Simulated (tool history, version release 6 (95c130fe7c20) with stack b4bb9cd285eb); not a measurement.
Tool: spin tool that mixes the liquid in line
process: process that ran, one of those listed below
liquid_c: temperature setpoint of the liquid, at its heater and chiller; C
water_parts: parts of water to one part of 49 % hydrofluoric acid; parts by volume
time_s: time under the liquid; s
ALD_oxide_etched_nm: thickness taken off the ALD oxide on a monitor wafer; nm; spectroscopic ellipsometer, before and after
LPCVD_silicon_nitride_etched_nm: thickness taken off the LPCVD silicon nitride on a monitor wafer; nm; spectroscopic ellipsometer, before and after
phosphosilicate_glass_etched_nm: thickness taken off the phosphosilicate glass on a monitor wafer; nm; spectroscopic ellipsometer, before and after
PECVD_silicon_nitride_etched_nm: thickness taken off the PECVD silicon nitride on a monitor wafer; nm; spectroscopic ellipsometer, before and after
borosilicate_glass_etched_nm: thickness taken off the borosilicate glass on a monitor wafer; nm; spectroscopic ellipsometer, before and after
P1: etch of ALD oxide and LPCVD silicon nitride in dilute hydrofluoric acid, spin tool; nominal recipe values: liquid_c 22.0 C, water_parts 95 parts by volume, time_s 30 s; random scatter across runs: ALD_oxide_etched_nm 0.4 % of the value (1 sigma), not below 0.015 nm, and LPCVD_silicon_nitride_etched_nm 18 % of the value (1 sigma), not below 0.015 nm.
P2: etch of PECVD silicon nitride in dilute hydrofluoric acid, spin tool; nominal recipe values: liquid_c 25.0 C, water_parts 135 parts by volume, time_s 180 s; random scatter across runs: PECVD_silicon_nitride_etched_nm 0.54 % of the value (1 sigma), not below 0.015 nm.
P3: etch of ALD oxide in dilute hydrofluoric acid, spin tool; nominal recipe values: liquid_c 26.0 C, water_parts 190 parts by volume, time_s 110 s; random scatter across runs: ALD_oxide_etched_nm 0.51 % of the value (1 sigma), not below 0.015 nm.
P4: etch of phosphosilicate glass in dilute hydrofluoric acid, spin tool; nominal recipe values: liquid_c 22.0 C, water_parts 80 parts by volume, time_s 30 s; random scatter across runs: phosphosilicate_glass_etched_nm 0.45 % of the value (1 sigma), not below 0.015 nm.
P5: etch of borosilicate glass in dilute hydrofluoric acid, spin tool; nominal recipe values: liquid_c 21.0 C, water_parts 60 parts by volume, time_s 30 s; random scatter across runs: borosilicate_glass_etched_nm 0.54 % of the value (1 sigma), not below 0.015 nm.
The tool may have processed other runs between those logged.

run	day	process	liquid_c	water_parts	time_s	ALD_oxide_etched_nm	LPCVD_silicon_nitride_etched_nm	phosphosilicate_glass_etched_nm	PECVD_silicon_nitride_etched_nm	borosilicate_glass_etched_nm
1	0.492	P1	22.0	95	30	5.6612	0.210850			
2	0.875	P4	22.0	80	30			72.321		
3	1.158	P4	22.0	80	15			36.182		
4	1.658	P2	25.0	135	365				9.8622	
5	2.029	P1	22.0	95	30	5.6407	0.160710			
6	2.579	P1	22.0	50	30	11.4180	0.247240			
7	2.958	P1	22.0	55	15	5.1324	0.140530			
8	3.229	P3	26.0	325	110	8.4607				
9	3.542	P1	22.0	95	30	5.6494	0.105720			
10	3.833	P1	22.0	140	30	3.6305	0.132820			
11	4.175	P3	26.0	190	110	16.6880				
12	4.571	P5	21.0	60	30					24.788
13	4.912	P5	17.0	60	30					21.215
14	5.296	P4	17.0	80	30			58.732		
15	5.817	P5	21.0	60	15					12.569
16	6.221	P1	26.0	95	30	6.6331	0.243210			
17	6.496	P3	26.0	190	110	16.7020				
18	6.858	P4	22.0	20	30			311.540		
19	7.312	P1	22.0	95	30	5.6322	0.159610			
20	7.638	P1	22.0	95	15	2.8501	0.084658			
21	8.096	P4	22.0	80	30			72.805		
22	8.350	P3	19.5	190	110	13.0600				
23	8.642	P1	26.5	95	55	12.3690	0.397260			
24	8.979	P2	25.0	250	180				2.6561	
25	9.250	P2	19.0	135	180				3.2506	
26	9.558	P2	25.0	135	180				4.8819	
27	10.033	P1	22.0	95	60	11.2910	0.334220			
28	10.421	P5	21.0	20	30					79.578
29	10.842	P5	21.0	60	30					25.359
30	11.317	P1	17.0	95	30	4.5830	0.129270			
31	11.825	P3	26.0	190	180	27.2930				
32	12.217	P1	22.0	95	30	5.6451	0.122780			
33	12.688	P1	22.0	95	30	5.3873	0.173200			
34	12.992	P1	22.0	95	30	5.3822	0.119380			
35	13.308	P1	22.0	95	30	5.3626	0.123010			
36	13.804	P1	22.0	95	30	5.2950	0.139890			
37	14.075	P1	22.0	95	30	5.3119	0.083318			
38	14.333	P1	22.0	95	30	5.2801	0.159710			
39	14.675	P1	22.0	95	30	5.2125	0.137350			

Compared with where it was, what P1 gives has crept away. Each cause listed below fits the log as well as the rest, at the size given for it:
A: liquid colder than its thermometer reads (K) = 1.7
B: hydrofluoric acid flow below the setpoint (%) = 5.99
Creep in the process output first set in at about day 12.217.

Consider the 4 single-wafer check runs listed below, results given as question marks: which one distinguishes between the causes by giving clearly different results for each?
check 1	15.017	P4	22.0	40	15			?		
check 2	15.017	P2	25.0	245	355				?	
check 3	15.017	P5	21.0	35	15					?
check 4	15.017	P3	21.0	190	110	?				

How each check would come out, cause by cause:
check	result	if A	if B
check 1	phosphosilicate_glass_etched_nm	71.242	71.745
check 2	PECVD_silicon_nitride_etched_nm	4.7701	4.9850
check 3	borosilicate_glass_etched_nm	20.601	20.775
check 4	ALD_oxide_etched_nm	12.9640	12.8600
Smallest distance between any two causes, each pair judged by its most separating result, in per cent: check 1 0.7 %; check 2 4.41 %; check 3 0.84 %; check 4 0.81 %
Check 2 is the one run that separates the causes; every other check would come out nearly the same whichever cause is at work.

Check 2 has now been run. It gave: PECVD_silicon_nitride_etched_nm 4.7511 nm. Which of the candidate causes is it?

The cause is A: liquid colder than its thermometer reads (K).

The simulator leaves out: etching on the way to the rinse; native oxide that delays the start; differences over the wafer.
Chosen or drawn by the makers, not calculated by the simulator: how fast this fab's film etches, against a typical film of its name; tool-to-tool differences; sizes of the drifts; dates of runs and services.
